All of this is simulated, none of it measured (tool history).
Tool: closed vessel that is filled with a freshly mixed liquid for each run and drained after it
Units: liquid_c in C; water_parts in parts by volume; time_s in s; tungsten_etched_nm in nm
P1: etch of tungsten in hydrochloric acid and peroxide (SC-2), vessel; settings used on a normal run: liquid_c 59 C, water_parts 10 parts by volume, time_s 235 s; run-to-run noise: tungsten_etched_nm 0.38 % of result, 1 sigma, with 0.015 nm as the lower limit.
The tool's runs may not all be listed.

run 1 hour=2.2 | liquid_c=59 water_parts=10 time_s=235 | tungsten_etched_nm=54.602
run 2 hour=6 | liquid_c=59 water_parts=10 time_s=235 | tungsten_etched_nm=54.578
run 3 hour=10.8 | liquid_c=72 water_parts=14.5 time_s=235 | tungsten_etched_nm=87.577
-- hour=11.8 thermometer replaced
run 4 hour=13 | liquid_c=59 water_parts=10 time_s=235 | tungsten_etched_nm=54.616
run 5 hour=15.4 | liquid_c=59 water_parts=4 time_s=235 | tungsten_etched_nm=109.31
run 6 hour=20.2 | liquid_c=59 water_parts=10 time_s=235 | tungsten_etched_nm=54.495
run 7 hour=24.7 | liquid_c=70 water_parts=10 time_s=70 | tungsten_etched_nm=31.791
run 8 hour=27 | liquid_c=72 water_parts=10 time_s=235 | tungsten_etched_nm=120.69
run 9 hour=30.4 | liquid_c=52 water_parts=10 time_s=335 | tungsten_etched_nm=49.61
run 10 hour=33.5 | liquid_c=59 water_parts=10 time_s=235 | tungsten_etched_nm=54.265
run 11 hour=37.2 | liquid_c=59 water_parts=10 time_s=380 | tungsten_etched_nm=88.689
run 12 hour=41.5 | liquid_c=45.5 water_parts=10 time_s=235 | tungsten_etched_nm=22.451
run 13 hour=44.6 | liquid_c=59 water_parts=10 time_s=135 | tungsten_etched_nm=31.583
run 14 hour=47.5 | liquid_c=59 water_parts=16.5 time_s=235 | tungsten_etched_nm=35.314
run 15 hour=50 | liquid_c=59 water_parts=10 time_s=235 | tungsten_etched_nm=54.586

Forecast run 16:
run 16 hour=54.7 | liquid_c=59 water_parts=10 time_s=235 | tungsten_etched_nm=?

{"run 16": {"tungsten_etched_nm": 54.439}}
